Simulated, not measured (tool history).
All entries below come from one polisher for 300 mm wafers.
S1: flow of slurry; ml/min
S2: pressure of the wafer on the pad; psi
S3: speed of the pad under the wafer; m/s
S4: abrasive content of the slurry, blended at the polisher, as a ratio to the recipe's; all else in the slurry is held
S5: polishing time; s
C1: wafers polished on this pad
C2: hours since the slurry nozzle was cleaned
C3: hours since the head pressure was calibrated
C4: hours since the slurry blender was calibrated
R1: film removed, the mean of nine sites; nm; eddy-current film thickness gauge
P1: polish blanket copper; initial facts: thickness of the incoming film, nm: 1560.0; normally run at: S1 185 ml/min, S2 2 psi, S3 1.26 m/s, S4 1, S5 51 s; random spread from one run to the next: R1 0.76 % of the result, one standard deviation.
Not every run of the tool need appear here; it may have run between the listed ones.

run   hour   S1   S2    S3   S4  S5    C1     C2     C3     C4      R1
  1     11  185    2  1.26    1  51   930  126.5    354   49.1  149.72
  2   20.7  270    2  1.26    1  51  1013  136.2  363.7   58.8  159.04
  3   32.8  110    2  1.26    1  51  1117  148.3  375.8   70.9  135.49
  4   41.4  185    2  1.26    1  51  1190  156.9  384.4   79.5  149.89
  5     48  185  2.7  1.26    1  51  1247  163.5    391   86.1   201.8
  6   55.6  270  2.9  1.26    1  51  1312  171.1  398.6   93.7  227.68
  7   63.6  185    2  0.86    1  23  1380  179.1  406.6  101.7  45.689
  8   74.7  185    2  1.26    1  51  1475  190.2  417.7  112.8  149.45
  9   85.8  185    2  1.26    1  51  1570  201.3  428.8  123.9  149.81
 10   95.8  185    2  1.26    1  51  1656  211.3  438.8  133.9  148.46
 11  103.1  185    2  1.26  1.4  51  1718  218.6  446.1  141.2  160.83
 12  109.1  185    2  1.26    1  80  1770  224.6  452.1  147.2  237.38
 13  114.8  185    2  0.94    1  51  1818  230.3  457.8  152.9  112.89
 14  124.1  185    2  1.84    1  51  1898  239.6  467.1  162.2  219.62
 15  130.4  185  0.9  1.26    1  51  1952  245.9  473.4  168.5  66.511
 16  140.5  185    2  1.26    1  30  2038    256  483.5  178.6  88.628
 17    149  185    2  1.26  0.6  51  2111  264.5    492  187.1  134.63
 18  160.5  185    2  1.26    1  51  2209    276  503.5  198.6  149.86
 19  168.4  185    2  1.26    1  51  2277  283.9  511.4  206.5  145.49
 20  178.9  185    2  1.26    1  51  2367  294.4  521.9    217  141.44
 21  186.9  185    2  1.26    1  51  2435  302.4  529.9    225  139.88
     187.8  -- slurry blender recalibrated
 22  193.4  185    2  1.26    1  51  2491  308.9  536.4    5.6  140.99
 23    199  185    2  1.26    1  51  2539  314.5    542   11.2  137.18
     202.2  -- worn pad replaced by a new one
 24  206.2  185    2  1.26    1  51    34  321.7  549.2   18.4  139.26
 25  212.2  185    2  1.26    1  51    85  327.7  555.2   24.4  137.73
 26  224.1  185    2  1.26    1  51   187  339.6  567.1   36.3  136.98

The output of P1 has drifted from where it used to be. Each of the 2 causes below, taken at the size shown beside it, accounts for the log equally well:
A: head's pressure below its setpoint, % = 7.75
B: slurry flow missing at the pad, % = 36.7
The process output started creeping at around hour 160.5.
Other possible causes, and why each is ruled out:
removal rate lost through wear of the pad, %: work on it at hour 202.2, done after the drift set in, did not restore what the process gave before
abrasive missing from the slurry, %: work on it at hour 187.8, done after the drift set in, did not restore what the process gave before

The list below offers 4 check runs, each averaging the results of 5 wafers, and shows each result as a question mark. For which of them would the listed causes give clearly different results?
check 1   236  270    2  1.26    1  51                   ?
check 2   236  185    2  1.26  0.7  51                   ?
check 3   236  185  1.2  1.26    1  51                   ?
check 4   236  185  1.5  1.26    1  51                   ?

What each check would give under each cause:
  check  result    if A    if B
check 1      R1  144.45  147.96
check 2      R1  128.14  128.16
check 3      R1  82.856  82.868
check 4      R1  103.57  103.59
Minimum pairwise separation of causes per check, each pair taken at its best-separating result: check 1 2.41 %; check 2 0.01 %; check 3 0.01 %; check 4 0.01 %
Check 1 distinguishes between the causes, while the remaining checks would return nearly the same result for all of them.

After running check 1, the following was obtained: R1 143.27 nm. Which cause does this point to?

The correct cause is A, namely: head's pressure below its setpoint, %.

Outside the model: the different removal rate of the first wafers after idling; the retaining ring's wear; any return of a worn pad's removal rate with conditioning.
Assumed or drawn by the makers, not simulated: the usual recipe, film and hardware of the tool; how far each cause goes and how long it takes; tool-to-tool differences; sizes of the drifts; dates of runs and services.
